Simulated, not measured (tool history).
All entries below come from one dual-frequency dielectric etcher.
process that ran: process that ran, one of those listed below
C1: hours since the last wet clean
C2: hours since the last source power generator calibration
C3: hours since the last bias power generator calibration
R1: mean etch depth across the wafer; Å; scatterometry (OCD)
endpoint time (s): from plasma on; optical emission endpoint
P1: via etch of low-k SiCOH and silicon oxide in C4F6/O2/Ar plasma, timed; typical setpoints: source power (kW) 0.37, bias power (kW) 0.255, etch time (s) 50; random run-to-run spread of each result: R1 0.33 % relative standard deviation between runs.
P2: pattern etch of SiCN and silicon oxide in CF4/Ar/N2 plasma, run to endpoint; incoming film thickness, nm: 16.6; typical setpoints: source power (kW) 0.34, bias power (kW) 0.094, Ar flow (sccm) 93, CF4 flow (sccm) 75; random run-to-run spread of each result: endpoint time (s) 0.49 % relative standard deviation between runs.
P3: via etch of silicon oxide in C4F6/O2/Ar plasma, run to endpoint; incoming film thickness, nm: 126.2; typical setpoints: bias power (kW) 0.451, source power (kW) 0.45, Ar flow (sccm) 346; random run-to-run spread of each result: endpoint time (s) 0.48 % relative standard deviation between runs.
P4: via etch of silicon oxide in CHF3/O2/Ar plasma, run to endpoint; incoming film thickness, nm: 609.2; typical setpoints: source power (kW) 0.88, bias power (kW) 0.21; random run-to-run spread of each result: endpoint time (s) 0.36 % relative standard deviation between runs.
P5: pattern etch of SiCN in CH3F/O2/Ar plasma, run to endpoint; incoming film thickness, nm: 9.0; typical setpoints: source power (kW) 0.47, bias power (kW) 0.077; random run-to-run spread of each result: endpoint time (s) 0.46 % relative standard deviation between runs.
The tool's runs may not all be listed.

run 1 hour=4.7 | process_that_ran=P1 source_power_(kW)=0.37 bias_power_(kW)=0.255 etch_time_(s)=50 | C1=314.5 C2=1164 C3=1879 | R1=1559.3
run 2 hour=9.5 | process_that_ran=P5 source_power_(kW)=0.47 bias_power_(kW)=0.077 | C1=319.3 C2=1168.8 C3=1883.8 | endpoint_time_(s)=22.275
run 3 hour=14.4 | process_that_ran=P4 source_power_(kW)=1.1 bias_power_(kW)=0.21 | C1=324.2 C2=1173.7 C3=1888.7 | endpoint_time_(s)=229.75
run 4 hour=18 | process_that_ran=P2 source_power_(kW)=0.34 bias_power_(kW)=0.094 Ar_flow_(sccm)=93 CF4_flow_(sccm)=59 | C1=327.8 C2=1177.3 C3=1892.3 | endpoint_time_(s)=22.672
run 5 hour=24.5 | process_that_ran=P1 source_power_(kW)=0.37 bias_power_(kW)=0.255 etch_time_(s)=50 | C1=334.3 C2=1183.8 C3=1898.8 | R1=1566.4
run 6 hour=30.3 | process_that_ran=P5 source_power_(kW)=0.62 bias_power_(kW)=0.077 | C1=340.1 C2=1189.6 C3=1904.6 | endpoint_time_(s)=19.86
run 7 hour=35.5 | process_that_ran=P3 source_power_(kW)=0.45 bias_power_(kW)=0.451 Ar_flow_(sccm)=346 | C1=345.3 C2=1194.8 C3=1909.8 | endpoint_time_(s)=28.738
run 8 hour=38.9 | process_that_ran=P1 source_power_(kW)=0.37 bias_power_(kW)=0.356 etch_time_(s)=50 | C1=348.7 C2=1198.2 C3=1913.2 | R1=1753.6
run 9 hour=42.1 | process_that_ran=P3 source_power_(kW)=0.45 bias_power_(kW)=0.451 Ar_flow_(sccm)=244 | C1=351.9 C2=1201.4 C3=1916.4 | endpoint_time_(s)=27.382
run 10 hour=45.5 | process_that_ran=P4 source_power_(kW)=0.88 bias_power_(kW)=0.265 | C1=355.3 C2=1204.8 C3=1919.8 | endpoint_time_(s)=230.95
run 11 hour=49.7 | process_that_ran=P2 source_power_(kW)=0.34 bias_power_(kW)=0.076 Ar_flow_(sccm)=93 CF4_flow_(sccm)=75 | C1=359.5 C2=1209 C3=1924 | endpoint_time_(s)=23.614
run 12 hour=56.4 | process_that_ran=P1 source_power_(kW)=0.37 bias_power_(kW)=0.255 etch_time_(s)=50 | C1=366.2 C2=1215.7 C3=1930.7 | R1=1559.2
run 13 hour=59.6 | process_that_ran=P1 source_power_(kW)=0.27 bias_power_(kW)=0.255 etch_time_(s)=50 | C1=369.4 C2=1218.9 C3=1933.9 | R1=1383.2
run 14 hour=66.2 | process_that_ran=P1 source_power_(kW)=0.48 bias_power_(kW)=0.255 etch_time_(s)=27.5 | C1=376 C2=1225.5 C3=1940.5 | R1=952.12
run 15 hour=73.1 | process_that_ran=P1 source_power_(kW)=0.37 bias_power_(kW)=0.255 etch_time_(s)=50 | C1=382.9 C2=1232.4 C3=1947.4 | R1=1565.1
-- hour=75.8 bias power generator calibrated
run 16 hour=77.3 | process_that_ran=P1 source_power_(kW)=0.48 bias_power_(kW)=0.255 etch_time_(s)=50 | C1=387.1 C2=1236.6 C3=1.6 | R1=1728.1
run 17 hour=81 | process_that_ran=P2 source_power_(kW)=0.34 bias_power_(kW)=0.094 Ar_flow_(sccm)=130 CF4_flow_(sccm)=75 | C1=390.8 C2=1240.3 C3=5.3 | endpoint_time_(s)=23.047
run 18 hour=87.3 | process_that_ran=P1 source_power_(kW)=0.37 bias_power_(kW)=0.255 etch_time_(s)=50 | C1=397.1 C2=1246.6 C3=11.6 | R1=1561
run 19 hour=90.9 | process_that_ran=P2 source_power_(kW)=0.43 bias_power_(kW)=0.094 Ar_flow_(sccm)=93 CF4_flow_(sccm)=75 | C1=400.7 C2=1250.2 C3=15.2 | endpoint_time_(s)=17.92
run 20 hour=95.8 | process_that_ran=P3 source_power_(kW)=0.45 bias_power_(kW)=0.611 Ar_flow_(sccm)=346 | C1=405.6 C2=1255.1 C3=20.1 | endpoint_time_(s)=25.539
run 21 hour=102.4 | process_that_ran=P1 source_power_(kW)=0.5 bias_power_(kW)=0.209 etch_time_(s)=50 | C1=412.2 C2=1261.7 C3=26.7 | R1=1635.2
run 22 hour=107.7 | process_that_ran=P1 source_power_(kW)=0.37 bias_power_(kW)=0.255 etch_time_(s)=37 | C1=417.5 C2=1267 C3=32 | R1=1151.7
run 23 hour=114.2 | process_that_ran=P4 source_power_(kW)=0.88 bias_power_(kW)=0.21 | C1=424 C2=1273.5 C3=38.5 | endpoint_time_(s)=250.41
run 24 hour=120.2 | process_that_ran=P1 source_power_(kW)=0.37 bias_power_(kW)=0.168 etch_time_(s)=50 | C1=430 C2=1279.5 C3=44.5 | R1=1364.8
run 25 hour=124.6 | process_that_ran=P2 source_power_(kW)=0.34 bias_power_(kW)=0.094 Ar_flow_(sccm)=93 CF4_flow_(sccm)=75 | C1=434.4 C2=1283.9 C3=48.9 | endpoint_time_(s)=22.119
run 26 hour=131.7 | process_that_ran=P1 source_power_(kW)=0.37 bias_power_(kW)=0.255 etch_time_(s)=50 | C1=441.5 C2=1291 C3=56 | R1=1562.4
run 27 hour=136.8 | process_that_ran=P5 source_power_(kW)=0.47 bias_power_(kW)=0.091 | C1=446.6 C2=1296.1 C3=61.1 | endpoint_time_(s)=20.862
run 28 hour=140.6 | process_that_ran=P5 source_power_(kW)=0.47 bias_power_(kW)=0.077 | C1=450.4 C2=1299.9 C3=64.9 | endpoint_time_(s)=22.144
run 29 hour=144.5 | process_that_ran=P1 source_power_(kW)=0.37 bias_power_(kW)=0.255 etch_time_(s)=73 | C1=454.3 C2=1303.8 C3=68.8 | R1=2284.1
run 30 hour=148.8 | process_that_ran=P3 source_power_(kW)=0.56 bias_power_(kW)=0.451 Ar_flow_(sccm)=346 | C1=458.6 C2=1308.1 C3=73.1 | endpoint_time_(s)=26.377
run 31 hour=154.2 | process_that_ran=P1 source_power_(kW)=0.37 bias_power_(kW)=0.195 etch_time_(s)=67 | C1=464 C2=1313.5 C3=78.5 | R1=1913
run 32 hour=160.7 | process_that_ran=P4 source_power_(kW)=0.88 bias_power_(kW)=0.21 | C1=470.5 C2=1320 C3=85 | endpoint_time_(s)=249.99
run 33 hour=166 | process_that_ran=P1 source_power_(kW)=0.37 bias_power_(kW)=0.255 etch_time_(s)=50 | C1=475.8 C2=1325.3 C3=90.3 | R1=1558.7
run 34 hour=171 | process_that_ran=P1 source_power_(kW)=0.37 bias_power_(kW)=0.255 etch_time_(s)=50 | C1=480.8 C2=1330.3 C3=95.3 | R1=1550.5
run 35 hour=174.7 | process_that_ran=P1 source_power_(kW)=0.37 bias_power_(kW)=0.255 etch_time_(s)=50 | C1=484.5 C2=1334 C3=99 | R1=1539.5
run 36 hour=178.7 | process_that_ran=P1 source_power_(kW)=0.37 bias_power_(kW)=0.255 etch_time_(s)=50 | C1=488.5 C2=1338 C3=103 | R1=1543.3
run 37 hour=183.9 | process_that_ran=P1 source_power_(kW)=0.37 bias_power_(kW)=0.255 etch_time_(s)=50 | C1=493.7 C2=1343.2 C3=108.2 | R1=1545.8
run 38 hour=189.1 | process_that_ran=P1 source_power_(kW)=0.37 bias_power_(kW)=0.255 etch_time_(s)=50 | C1=498.9 C2=1348.4 C3=113.4 | R1=1533.1
-- hour=190.1 wet clean of the chamber
run 39 hour=194.7 | process_that_ran=P1 source_power_(kW)=0.37 bias_power_(kW)=0.255 etch_time_(s)=50 | C1=4.7 C2=1354 C3=119 | R1=1534.3
run 40 hour=201.5 | process_that_ran=P1 source_power_(kW)=0.37 bias_power_(kW)=0.255 etch_time_(s)=50 | C1=11.5 C2=1360.8 C3=125.8 | R1=1537.6

What P1 gives has crept away from where it was. These 2 causes fit the log equally well, each at the size given:
A: source power that arrives under what is set, % = 4.26
B: bias power that arrives under what is set, % = 4.78
The drift started at roughly hour 166.
Every other cause this tool's parts could produce, and why it does not fit the log:
chamber walls in a state that lowers the etch rate, %: serviced at hour 190.1, after the drift had started, without restoring the earlier output

Below are 4 check runs, each averaged over 3 wafers, with their results shown as question marks. Which of them would give clearly different results depending on which cause is behind the drift?
run check 1 hour=208.3 | process_that_ran=P3 source_power_(kW)=0.45 bias_power_(kW)=0.451 Ar_flow_(sccm)=346 | endpoint_time_(s)=?
run check 2 hour=208.3 | process_that_ran=P5 source_power_(kW)=0.47 bias_power_(kW)=0.077 | endpoint_time_(s)=?
run check 3 hour=208.3 | process_that_ran=P2 source_power_(kW)=0.34 bias_power_(kW)=0.094 Ar_flow_(sccm)=93 CF4_flow_(sccm)=75 | endpoint_time_(s)=?
run check 4 hour=208.3 | process_that_ran=P4 source_power_(kW)=0.88 bias_power_(kW)=0.21 | endpoint_time_(s)=?

Check results expected under each cause:
check=check_1 result=endpoint_time_(s) if_A=29.188 if_B=29.237
check=check_2 result=endpoint_time_(s) if_A=22.471 if_B=22.491
check=check_3 result=endpoint_time_(s) if_A=22.832 if_B=22.362
check=check_4 result=endpoint_time_(s) if_A=254.12 if_B=254.08
Per check, the gap between the least separated pair of causes, taken in the result that splits them most: check 1 0.17 %; check 2 0.09 %; check 3 2.08 %; check 4 0.02 %
Only in check 3 would the causes give clearly different results; in the remaining checks their results would be nearly the same.

Check 3 was then run and gave: endpoint time (s) 22.426. Which cause is it?

The cause is B: bias power that arrives under what is set, %.

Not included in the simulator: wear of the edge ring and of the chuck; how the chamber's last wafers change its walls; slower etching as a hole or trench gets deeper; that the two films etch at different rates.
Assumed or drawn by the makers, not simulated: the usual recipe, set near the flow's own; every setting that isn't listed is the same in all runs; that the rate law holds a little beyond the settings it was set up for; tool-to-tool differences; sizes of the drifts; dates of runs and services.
